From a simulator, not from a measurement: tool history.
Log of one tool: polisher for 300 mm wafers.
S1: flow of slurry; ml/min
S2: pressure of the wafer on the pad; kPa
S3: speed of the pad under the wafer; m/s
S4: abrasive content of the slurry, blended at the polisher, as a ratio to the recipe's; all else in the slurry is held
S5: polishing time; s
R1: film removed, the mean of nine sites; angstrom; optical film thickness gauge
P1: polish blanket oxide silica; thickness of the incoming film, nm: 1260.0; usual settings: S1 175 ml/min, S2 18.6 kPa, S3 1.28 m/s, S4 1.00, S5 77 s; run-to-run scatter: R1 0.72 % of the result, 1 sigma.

run 1 hour=6.6 | S1=175 S2=18.6 S3=1.28 S4=1.00 S5=77 | R1=1636.10
run 2 hour=18.1 | S1=175 S2=18.6 S3=1.28 S4=1.00 S5=77 | R1=1623.10
run 3 hour=29.9 | S1=175 S2=18.6 S3=1.28 S4=1.30 S5=77 | R1=1823.60
run 4 hour=36.8 | S1=175 S2=18.6 S3=1.28 S4=1.00 S5=77 | R1=1613.40
run 5 hour=48.0 | S1=250 S2=18.6 S3=1.28 S4=1.00 S5=113 | R1=2503.20
run 6 hour=60.1 | S1=175 S2=18.6 S3=1.28 S4=1.00 S5=77 | R1=1622.30
run 7 hour=65.8 | S1=175 S2=18.6 S3=1.28 S4=1.00 S5=56 | R1=1165.70
run 8 hour=75.6 | S1=175 S2=10.3 S3=1.28 S4=0.75 S5=77 | R1=770.44
run 9 hour=86.9 | S1=175 S2=18.6 S3=1.28 S4=1.00 S5=103 | R1=2122.50
run 10 hour=93.8 | S1=175 S2=28.3 S3=1.28 S4=1.00 S5=77 | R1=2450.50
run 11 hour=106.2 | S1=175 S2=18.6 S3=1.28 S4=1.00 S5=77 | R1=1622.10
run 12 hour=114.5 | S1=175 S2=18.6 S3=0.62 S4=1.00 S5=77 | R1=904.15
run 13 hour=126.4 | S1=175 S2=18.6 S3=1.28 S4=0.50 S5=77 | R1=1108.30
run 14 hour=134.8 | S1=255 S2=18.6 S3=1.28 S4=1.00 S5=77 | R1=1695.50
run 15 hour=145.1 | S1=105 S2=18.6 S3=1.28 S4=1.00 S5=77 | R1=1458.60
run 16 hour=152.3 | S1=175 S2=18.6 S3=1.28 S4=1.00 S5=77 | R1=1631.10
run 17 hour=164.3 | S1=260 S2=18.6 S3=1.72 S4=1.00 S5=77 | R1=2181.00
run 18 hour=173.1 | S1=175 S2=9.0 S3=1.28 S4=1.00 S5=77 | R1=786.23
run 19 hour=180.5 | S1=175 S2=18.6 S3=1.72 S4=1.00 S5=77 | R1=2039.30
run 20 hour=190.4 | S1=175 S2=18.6 S3=1.28 S4=1.00 S5=77 | R1=1604.50
run 21 hour=200.3 | S1=175 S2=18.6 S3=1.28 S4=1.00 S5=77 | R1=1529.50
run 22 hour=208.7 | S1=175 S2=18.6 S3=1.28 S4=1.00 S5=77 | R1=1508.10
run 23 hour=221.4 | S1=175 S2=18.6 S3=1.28 S4=1.00 S5=77 | R1=1458.30
-- hour=222.8 slurry nozzle cleaned
-- hour=231.7 head pressure recalibrated
run 24 hour=233.0 | S1=175 S2=18.6 S3=1.28 S4=1.00 S5=77 | R1=1446.80
-- hour=234.1 conditioning disc replaced and pad reconditioned
run 25 hour=239.6 | S1=175 S2=18.6 S3=1.28 S4=1.00 S5=77 | R1=1444.80
run 26 hour=246.3 | S1=175 S2=18.6 S3=1.28 S4=1.00 S5=77 | R1=1432.80
run 27 hour=252.3 | S1=175 S2=18.6 S3=1.28 S4=1.00 S5=77 | R1=1421.70
run 28 hour=260.5 | S1=175 S2=18.6 S3=1.28 S4=1.00 S5=77 | R1=1418.60
run 29 hour=273.0 | S1=175 S2=18.6 S3=1.28 S4=1.00 S5=77 | R1=1422.60

What P1 gives has crept away from where it was. These 2 causes fit the log equally well, each at the size given:
A: abrasive missing from the slurry, % = 22.7
B: removal rate lost through wear of the pad, % = 11.8
The creep began at about hour 190.4.
Why every other cause is out:
slurry flow missing at the pad, %: serviced at hour 222.8, which brought nothing back
head's pressure below its setpoint, %: serviced at hour 231.7, which brought nothing back
time polished since the conditioner stopped cutting, s: serviced at hour 234.1, which brought nothing back

4 check runs are offered, each on 2 wafers whose results are averaged, their results left as question marks. Which one tells the causes apart?
run check 1 hour=285.5 | S1=105 S2=18.6 S3=1.28 S4=1.00 S5=77 | R1=?
run check 2 hour=285.5 | S1=175 S2=11.7 S3=1.28 S4=0.55 S5=77 | R1=?
run check 3 hour=285.5 | S1=240 S2=18.6 S3=1.58 S4=1.00 S5=77 | R1=?
run check 4 hour=285.5 | S1=230 S2=28.3 S3=1.28 S4=1.00 S5=77 | R1=?

What each check would give under each cause:
check=check_1 result=R1 if_A=1292.40 if_B=1292.10
check=check_2 result=R1 if_A=629.81 if_B=653.77
check=check_3 result=R1 if_A=1756.70 if_B=1756.20
check=check_4 result=R1 if_A=2243.20 if_B=2242.60
How far apart the two closest causes lie, in the result that separates them most: check 1 0.03 %; check 2 3.73 %; check 3 0.03 %; check 4 0.03 %
Only check 2 tells the causes apart: in the others they would give nearly the same result.

Check 2 was then run and gave: R1 651.64 angstrom. Which cause is it?

It is B: removal rate lost through wear of the pad, %.

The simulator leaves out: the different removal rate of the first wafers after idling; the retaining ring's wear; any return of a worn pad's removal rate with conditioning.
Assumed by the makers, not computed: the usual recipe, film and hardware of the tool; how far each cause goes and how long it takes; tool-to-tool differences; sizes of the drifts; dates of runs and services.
